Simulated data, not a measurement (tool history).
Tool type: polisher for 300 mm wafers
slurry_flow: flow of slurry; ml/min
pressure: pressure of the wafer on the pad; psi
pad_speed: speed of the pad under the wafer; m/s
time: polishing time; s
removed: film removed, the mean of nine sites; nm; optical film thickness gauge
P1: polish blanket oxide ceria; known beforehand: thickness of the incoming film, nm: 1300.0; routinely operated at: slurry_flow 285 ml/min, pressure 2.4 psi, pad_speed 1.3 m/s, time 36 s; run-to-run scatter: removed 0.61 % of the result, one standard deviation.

run	hour	slurry_flow	pressure	pad_speed	time	wafers polished on this pad	hours since the slurry nozzle was cleaned	hours since the head pressure was calibrated	removed
1	7.3	285	2.4	1.3	36	589	379.2	1165.1	151.51
2	15.1	285	2.4	1.8	25	664	387	1172.9	145.94
3	19.9	285	2.4	1.3	53	710	391.8	1177.7	219.48
4	26.9	285	2.4	1.3	36	777	398.8	1184.7	149.81
5	33.6	285	2.4	1.3	36	841	405.5	1191.4	149.44
6	39.3	285	2.4	1.96	36	896	411.2	1197.1	223.63
7	45.8	285	2.4	1.3	36	958	417.7	1203.6	150.43
8	50.2	170	2.4	1.3	36	1000	422.1	1208	139.39
9	57	415	2.4	1.3	56	1065	428.9	1214.8	237.74
10	62.1	360	2.4	1.3	36	1114	434	1219.9	152.82
11	67.6	285	1.7	1.3	21	1166	439.5	1225.4	61.872
12	75	285	1.4	1.3	36	1237	446.9	1232.8	88.322
13	83.4	285	2.4	1.3	36	1318	455.3	1241.2	150.24
14	88.5	285	2.4	1.3	36	1366	460.4	1246.3	151.95
15	96.3	285	3.7	1.3	36	1441	468.2	1254.1	230.99
16	103.5	285	2.4	1.3	18	1510	475.4	1261.3	75.915
17	107.4	285	2.4	0.58	36	1547	479.3	1265.2	66.571
18	113.5	285	2.4	1.3	36	1606	485.4	1271.3	150.53
19	119.7	285	2.4	1.3	36	1665	491.6	1277.5	147.53
20	125.8	285	2.4	1.3	36	1723	497.7	1283.6	145.55
21	134.5	285	2.4	1.3	36	1807	506.4	1292.3	142.83
# hour 139.3: worn pad replaced by a new one
22	141	285	2.4	1.3	36	16	512.9	1298.8	144.28
23	144.8	285	2.4	1.3	36	52	516.7	1302.6	144.49
24	149	285	2.4	1.3	36	93	520.9	1306.8	143.43
25	154.2	285	2.4	1.3	36	142	526.1	1312	144.18
26	161.8	285	2.4	1.3	36	215	533.7	1319.6	144.7

P1 has crept away from where it was. The log is fitted equally well by each of these 2 causes, at the sizes shown:
A: head's pressure below its setpoint, % = 4.17
B: slurry flow missing at the pad, % = 31.3
The gradual shift began around hour 113.5.
The rest of the possible causes, and what rules out each one:
removal rate lost through wear of the pad, %: serviced after onset, at hour 139.3, with no recovery of the prior output

Each of the check runs listed below is run on 3 wafers and reports their average, with the results left as question marks. Pick the one under which the possible causes would lead to clearly different results.
check 1	169.4	170	2.4	1.3	18				?
check 2	169.4	285	2.4	1.84	36				?
check 3	169.4	285	3.4	0.72	36				?
check 4	169.4	285	3.5	1.3	36				?

Outcome of each check run for each possible cause:
check	result	if A	if B
check 1	removed	67.525	65.771
check 2	removed	203.55	203.56
check 3	removed	112.84	112.85
check 4	removed	209.73	209.74
Smallest distance between any two causes, each pair judged by its most separating result, in per cent: check 1 2.63 %; check 2 0.01 %; check 3 0.01 %; check 4 0.01 %
The causes can be told apart only by check 1. The other checks would give nearly the same results under each of them.

The results of check 1 are: removed 67.738 nm. Based on these, which of the listed causes is it?

It is A: head's pressure below its setpoint, %.

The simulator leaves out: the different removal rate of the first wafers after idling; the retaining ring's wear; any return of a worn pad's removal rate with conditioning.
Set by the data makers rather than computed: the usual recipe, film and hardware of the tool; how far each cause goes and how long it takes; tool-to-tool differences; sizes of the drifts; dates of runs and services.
